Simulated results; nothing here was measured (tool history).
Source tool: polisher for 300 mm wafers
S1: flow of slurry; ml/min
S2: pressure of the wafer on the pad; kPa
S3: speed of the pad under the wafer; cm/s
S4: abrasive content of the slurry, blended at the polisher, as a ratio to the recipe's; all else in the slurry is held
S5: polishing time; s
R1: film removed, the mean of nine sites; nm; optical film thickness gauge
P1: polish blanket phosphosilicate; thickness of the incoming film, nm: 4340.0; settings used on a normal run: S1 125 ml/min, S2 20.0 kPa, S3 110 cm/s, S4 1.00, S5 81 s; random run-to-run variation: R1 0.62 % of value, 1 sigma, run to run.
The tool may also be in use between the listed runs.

run	hour	S1	S2	S3	S4	S5	R1
1	12.1	125	20.0	110	1.00	81	774.37
2	25.8	125	20.0	110	0.80	81	680.76
3	37.2	170	20.0	60	1.00	81	490.56
4	49.4	125	20.0	110	1.00	81	759.79
5	63.9	125	20.0	54	1.00	81	426.16
6	77.3	125	9.0	110	1.00	81	344.43
7	90.2	125	12.4	82	1.00	81	372.76
# hour 100.5: slurry nozzle cleaned
8	108.3	125	20.0	110	1.45	81	878.19
9	122.3	125	20.0	64	1.00	104	627.65
10	131.1	125	20.0	110	1.00	81	759.98
11	142.7	125	20.0	110	1.00	81	767.91
12	155.9	125	20.0	110	1.00	81	760.84
13	168.4	125	20.0	110	1.00	81	762.12
# hour 168.8: head pressure recalibrated
14	184.4	125	29.6	110	1.00	81	1124.50
15	198.4	125	20.0	170	1.00	81	1070.00
16	206.8	125	20.0	110	1.00	81	760.88
17	223.1	125	20.0	110	1.00	125	1173.40
18	232.2	125	20.0	110	1.00	56	531.38
19	248.1	175	20.0	110	1.00	81	808.87
20	258.3	75	20.0	110	1.00	81	670.94
21	273.5	125	20.0	110	1.00	81	759.27
22	286.9	125	20.0	110	1.00	81	718.46
23	303.2	125	20.0	110	1.00	81	700.44
24	312.9	125	20.0	110	1.00	81	688.79
# hour 318.8: conditioning disc replaced and pad reconditioned
25	324.0	125	20.0	110	1.00	81	683.83
26	334.9	125	20.0	110	1.00	81	672.31
# hour 345.6: head pressure recalibrated
27	350.9	125	20.0	110	1.00	81	675.97
# hour 352.2: slurry nozzle cleaned
28	363.4	125	20.0	110	1.00	81	674.61
29	379.6	125	20.0	110	1.00	81	663.76
30	397.3	125	20.0	110	1.00	81	656.86

P1 no longer gives what it gave before; its output has crept away from where it was. The following 2 causes, each at its listed size, fit the log equally well:
A: removal rate lost through wear of the pad, % = 13.1
B: abrasive missing from the slurry, % = 24.9
The drift started at roughly hour 273.5.
What rules out each remaining cause:
slurry flow missing at the pad, %: serviced at hour 352.2, after the change had begun; the process did not return to its earlier output
head's pressure below its setpoint, %: serviced at hour 345.6, after the change had begun; the process did not return to its earlier output
time polished since the conditioner stopped cutting, s: serviced at hour 318.8, after the change had begun; the process did not return to its earlier output

Below are 4 check runs, each averaged over 5 wafers, with their results shown as question marks. Which of them would give clearly different results depending on which cause is behind the drift?
check 1	415.0	75	9.0	110	1.00	81	?
check 2	415.0	125	20.0	168	1.00	81	?
check 3	415.0	125	20.0	110	1.00	105	?
check 4	415.0	125	20.0	110	1.40	118	?

What every check run would give for each of its results, assuming each possible cause in turn:
check	result	if A	if B
check 1	R1	260.62	260.62
check 2	R1	931.02	931.06
check 3	R1	860.07	860.10
check 4	R1	1110.80	1137.50
How far apart the two closest causes lie, in the result that separates them most: check 1 0 %; check 2 0 %; check 3 0 %; check 4 2.38 %
Check 4 distinguishes between the causes, while the remaining checks would return nearly the same result for all of them.

Check 4 was then run and gave: R1 1136.60 nm. Which cause is it?

The cause is B: abrasive missing from the slurry, %.
